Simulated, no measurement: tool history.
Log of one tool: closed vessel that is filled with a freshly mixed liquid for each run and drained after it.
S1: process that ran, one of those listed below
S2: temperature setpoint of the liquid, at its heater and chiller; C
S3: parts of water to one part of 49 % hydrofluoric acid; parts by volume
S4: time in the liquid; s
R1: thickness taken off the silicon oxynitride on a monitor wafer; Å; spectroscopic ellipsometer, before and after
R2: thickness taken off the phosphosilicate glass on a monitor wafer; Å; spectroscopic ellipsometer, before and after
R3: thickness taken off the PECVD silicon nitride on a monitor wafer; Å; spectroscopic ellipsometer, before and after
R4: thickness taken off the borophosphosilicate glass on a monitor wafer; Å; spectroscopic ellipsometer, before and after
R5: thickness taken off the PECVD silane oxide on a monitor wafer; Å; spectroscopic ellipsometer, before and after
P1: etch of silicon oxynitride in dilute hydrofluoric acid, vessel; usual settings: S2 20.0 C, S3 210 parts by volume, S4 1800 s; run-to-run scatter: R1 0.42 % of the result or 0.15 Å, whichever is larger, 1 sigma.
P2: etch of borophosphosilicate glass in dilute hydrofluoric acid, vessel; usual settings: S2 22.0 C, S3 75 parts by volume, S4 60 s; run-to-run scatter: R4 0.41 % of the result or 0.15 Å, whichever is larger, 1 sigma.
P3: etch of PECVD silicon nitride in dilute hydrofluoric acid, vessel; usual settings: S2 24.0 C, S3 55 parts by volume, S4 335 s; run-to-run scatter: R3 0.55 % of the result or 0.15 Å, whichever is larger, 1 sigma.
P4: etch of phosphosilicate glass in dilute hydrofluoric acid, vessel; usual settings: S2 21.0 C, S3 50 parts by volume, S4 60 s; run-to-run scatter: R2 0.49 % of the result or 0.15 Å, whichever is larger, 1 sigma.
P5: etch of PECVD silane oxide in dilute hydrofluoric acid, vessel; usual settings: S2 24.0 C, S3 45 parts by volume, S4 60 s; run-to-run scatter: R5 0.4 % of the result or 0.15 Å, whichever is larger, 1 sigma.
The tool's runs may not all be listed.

| run | hour | S1 | S2 | S3 | S4 | R1 | R2 | R3 | R4 | R5 |
|---|---|---|---|---|---|---|---|---|---|---|
| 1 | 4.2 | P1 | 20.0 | 210 | 1800 | 130.010 |  |  |  |  |
| 2 | 8.0 | P4 | 21.0 | 50 | 30 |  | 1133.9 |  |  |  |
| 3 | 10.7 | P1 | 20.0 | 210 | 2635 | 188.240 |  |  |  |  |
| 4 | 14.0 | P1 | 17.0 | 210 | 1800 | 112.500 |  |  |  |  |
| 5 | 17.7 | P3 | 24.0 | 55 | 95 |  |  | 36.645 |  |  |
| 6 | 22.0 | P2 | 22.0 | 75 | 30 |  |  |  | 196.12 |  |
|  | 24.0 | thermometer replaced |
| 7 | 25.3 | P1 | 28.0 | 210 | 3005 | 309.400 |  |  |  |  |
| 8 | 27.8 | P5 | 24.0 | 45 | 115 |  |  |  |  | 418.22 |
| 9 | 31.4 | P1 | 20.0 | 120 | 1800 | 239.230 |  |  |  |  |
| 10 | 34.8 | P5 | 28.0 | 45 | 60 |  |  |  |  | 257.00 |
| 11 | 37.2 | P3 | 24.0 | 55 | 335 |  |  | 128.860 |  |  |
| 12 | 40.8 | P4 | 21.0 | 50 | 60 |  | 2273.4 |  |  |  |
| 13 | 43.2 | P2 | 22.0 | 125 | 60 |  |  |  | 223.27 |  |
| 14 | 46.0 | P3 | 32.0 | 55 | 335 |  |  | 217.540 |  |  |
| 15 | 50.3 | P1 | 20.0 | 210 | 1800 | 128.480 |  |  |  |  |
| 16 | 53.1 | P1 | 20.0 | 355 | 1800 | 69.858 |  |  |  |  |
| 17 | 56.0 | P5 | 24.0 | 45 | 60 |  |  |  |  | 218.50 |
| 18 | 58.1 | P1 | 20.0 | 210 | 1800 | 129.170 |  |  |  |  |
| 19 | 62.2 | P1 | 27.0 | 210 | 1800 | 176.930 |  |  |  |  |
| 20 | 64.2 | P1 | 24.5 | 100 | 1800 | 361.320 |  |  |  |  |
| 21 | 66.1 | P4 | 21.0 | 20 | 60 |  | 5915.2 |  |  |  |
| 22 | 69.6 | P1 | 20.0 | 210 | 1800 | 128.770 |  |  |  |  |
| 23 | 73.0 | P2 | 22.0 | 75 | 60 |  |  |  | 391.37 |  |
| 24 | 75.3 | P5 | 24.0 | 20 | 60 |  |  |  |  | 506.85 |
| 25 | 78.3 | P1 | 20.0 | 210 | 1800 | 129.230 |  |  |  |  |
| 26 | 81.9 | P2 | 17.0 | 75 | 60 |  |  |  | 315.95 |  |
| 27 | 84.8 | P3 | 24.0 | 20 | 335 |  |  | 344.650 |  |  |
| 28 | 89.0 | P1 | 20.0 | 210 | 225 | 16.182 |  |  |  |  |
| 29 | 92.5 | P4 | 29.0 | 50 | 60 |  | 3187.7 |  |  |  |
| 30 | 95.3 | P1 | 20.0 | 210 | 1800 | 128.740 |  |  |  |  |
| 31 | 99.2 | P1 | 24.0 | 210 | 715 | 61.523 |  |  |  |  |
| 32 | 103.3 | P5 | 24.0 | 45 | 60 |  |  |  |  | 219.73 |
| 33 | 107.3 | P1 | 20.0 | 210 | 1800 | 129.410 |  |  |  |  |
| 34 | 109.8 | P1 | 20.0 | 210 | 1800 | 132.770 |  |  |  |  |
| 35 | 113.6 | P1 | 20.0 | 210 | 1800 | 134.290 |  |  |  |  |
| 36 | 118.0 | P1 | 20.0 | 210 | 1800 | 136.340 |  |  |  |  |
| 37 | 121.4 | P1 | 20.0 | 210 | 1800 | 136.620 |  |  |  |  |
| 38 | 124.9 | P1 | 20.0 | 210 | 1800 | 136.670 |  |  |  |  |
| 39 | 128.2 | P1 | 20.0 | 210 | 1800 | 137.090 |  |  |  |  |

What P1 gives has crept away from where it was. These 2 causes fit the log equally well, each at the size given:
A: hydrofluoric acid flow above the setpoint (%) = 5.72
B: liquid hotter than its thermometer reads (K) = 1.38
The creep began at about hour 107.3.

4 check runs are offered, each on 2 wafers whose results are averaged, their results left as question marks. Which one tells the causes apart?
| check 1 | 131.5 | P4 | 21.0 | 50 | 60 |  | ? |  |  |  |
| check 2 | 131.5 | P2 | 22.0 | 75 | 60 |  |  |  | ? |  |
| check 3 | 131.5 | P3 | 24.0 | 55 | 335 |  |  | ? |  |  |
| check 4 | 131.5 | P5 | 24.0 | 45 | 60 |  |  |  |  | ? |

What each check would give under each cause:
| check | result | if A | if B |
|---|---|---|---|
| check 1 | R2 | 2414.5 | 2411.5 |
| check 2 | R4 | 416.84 | 415.05 |
| check 3 | R3 | 136.000 | 141.230 |
| check 4 | R5 | 231.87 | 231.39 |
How far apart the two closest causes lie, in the result that separates them most: check 1 0.12 %; check 2 0.43 %; check 3 3.78 %; check 4 0.2 %
Only check 3 tells the causes apart: in the others they would give nearly the same result.

Check 3 was then run and gave: R3 140.750 Å. Which cause is it?

It is B: liquid hotter than its thermometer reads (K).

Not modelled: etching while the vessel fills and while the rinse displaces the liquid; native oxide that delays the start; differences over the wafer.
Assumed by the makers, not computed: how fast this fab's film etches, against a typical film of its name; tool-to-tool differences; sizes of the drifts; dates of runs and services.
